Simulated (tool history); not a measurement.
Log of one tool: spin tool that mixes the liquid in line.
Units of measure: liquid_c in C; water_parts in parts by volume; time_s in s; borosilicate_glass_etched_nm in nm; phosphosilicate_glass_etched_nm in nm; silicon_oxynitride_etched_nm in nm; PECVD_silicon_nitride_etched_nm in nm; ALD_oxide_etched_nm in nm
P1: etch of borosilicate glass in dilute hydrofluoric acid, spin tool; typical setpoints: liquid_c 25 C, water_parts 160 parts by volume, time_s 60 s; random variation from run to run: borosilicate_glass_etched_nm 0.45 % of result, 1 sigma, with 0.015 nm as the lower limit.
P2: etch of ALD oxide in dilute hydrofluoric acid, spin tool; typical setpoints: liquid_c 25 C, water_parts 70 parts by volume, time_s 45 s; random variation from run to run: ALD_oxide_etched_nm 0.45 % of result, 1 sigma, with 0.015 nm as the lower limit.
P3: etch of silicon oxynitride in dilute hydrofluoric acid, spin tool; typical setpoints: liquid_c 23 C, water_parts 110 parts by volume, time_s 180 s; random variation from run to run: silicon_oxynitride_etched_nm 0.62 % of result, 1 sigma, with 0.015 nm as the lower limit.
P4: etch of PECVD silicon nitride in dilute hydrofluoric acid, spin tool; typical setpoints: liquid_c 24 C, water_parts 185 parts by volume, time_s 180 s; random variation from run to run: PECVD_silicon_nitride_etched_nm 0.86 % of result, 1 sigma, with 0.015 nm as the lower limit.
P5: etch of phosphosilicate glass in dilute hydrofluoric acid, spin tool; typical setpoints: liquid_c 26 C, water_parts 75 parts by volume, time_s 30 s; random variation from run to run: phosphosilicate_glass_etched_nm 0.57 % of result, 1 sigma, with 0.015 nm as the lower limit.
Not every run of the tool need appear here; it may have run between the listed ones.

run	hour	process	liquid_c	water_parts	time_s	borosilicate_glass_etched_nm	phosphosilicate_glass_etched_nm	silicon_oxynitride_etched_nm	PECVD_silicon_nitride_etched_nm	ALD_oxide_etched_nm
1	8.8	P1	25	160	60	6.9226				
2	15.8	P1	25	230	60	4.5068				
3	24.8	P1	25	160	60	6.9544				
4	30.2	P5	26	135	30		46.356			
5	37.4	P1	18.5	260	60	3.0668				
6	44.3	P3	30.5	110	180			6.8274		
7	52.3	P5	26	75	60		176.44			
8	59.1	P4	24	185	50				0.76593	
9	68.2	P3	23	110	305			8.3616		
10	77.3	P5	33.5	75	30		118.46			
11	85.8	P1	17	160	60	5.1381				
12	90.8	P2	25	70	45					12.856
13	99.8	P1	29.5	160	60	8.2192				
14	104.3	P1	25	160	90	10.403				
15	112	P3	23	190	180			2.6644		
16	119.4	P2	25	120	45					7.0677
17	125.4	P2	25	70	85					24.319
18	129.5	P4	24	185	180				2.8686	
19	136.7	P1	25	160	15	1.7319				
20	141.1	P1	25	160	60	7.0339				
21	148.4	P1	25	40	60	32.443				
22	152.9	P1	25	160	60	6.9549				
23	161.2	P4	17	185	180				1.746	
24	168.8	P4	24	255	180				2.0177	
25	177.2	P5	26	75	30		88.687			
26	186	P3	23	110	180			4.9012		
27	190.1	P1	25	160	60	6.9612				
28	197.2	P4	24	185	180				2.798	
29	201.9	P1	25	160	60	6.9856				
30	209.7	P2	29	70	45					15.169
31	217	P1	25	160	60	7.0288				
32	224	P1	25	160	60	6.7124				
33	233.1	P1	25	160	60	6.6298				
34	238.9	P1	25	160	60	6.6106				
35	245.4	P1	25	160	60	6.5138				
36	250.6	P1	25	160	60	6.5351				
37	257.9	P1	25	160	60	6.5143				
38	263.6	P1	25	160	60	6.546				

P1 has crept away from where it was. The log is fitted equally well by each of these 2 causes, at the sizes shown:
A: liquid colder than its thermometer reads (K) = 1.77
B: hydrofluoric acid flow below the setpoint (%) = 5.47
Onset of the creep was near hour 217.

You are offered 4 check runs, listed below with question marks in place of their results; each one averages 2 wafers. Which run separates the listed causes by giving clearly different results for each?
check 1	269.3	P4	17	185	180				?	
check 2	269.3	P2	28	70	75					?
check 3	269.3	P5	32.5	75	30		?			
check 4	269.3	P3	30.5	185	180			?		

Predicted outcomes, by check and by cause:
check	result	if A	if B
check 1	PECVD_silicon_nitride_etched_nm	1.5664	1.6748
check 2	ALD_oxide_etched_nm	22.629	22.808
check 3	phosphosilicate_glass_etched_nm	106.89	107.31
check 4	silicon_oxynitride_etched_nm	3.5292	3.561
Distance between the nearest two causes, measured in the result of the check that separates them most: check 1 6.69 %; check 2 0.79 %; check 3 0.39 %; check 4 0.9 %
Only in check 1 would the causes give clearly different results; in the remaining checks their results would be nearly the same.

Check 1 was then run and gave: PECVD_silicon_nitride_etched_nm 1.5739 nm. Which cause is it?

The cause is A: liquid colder than its thermometer reads (K).

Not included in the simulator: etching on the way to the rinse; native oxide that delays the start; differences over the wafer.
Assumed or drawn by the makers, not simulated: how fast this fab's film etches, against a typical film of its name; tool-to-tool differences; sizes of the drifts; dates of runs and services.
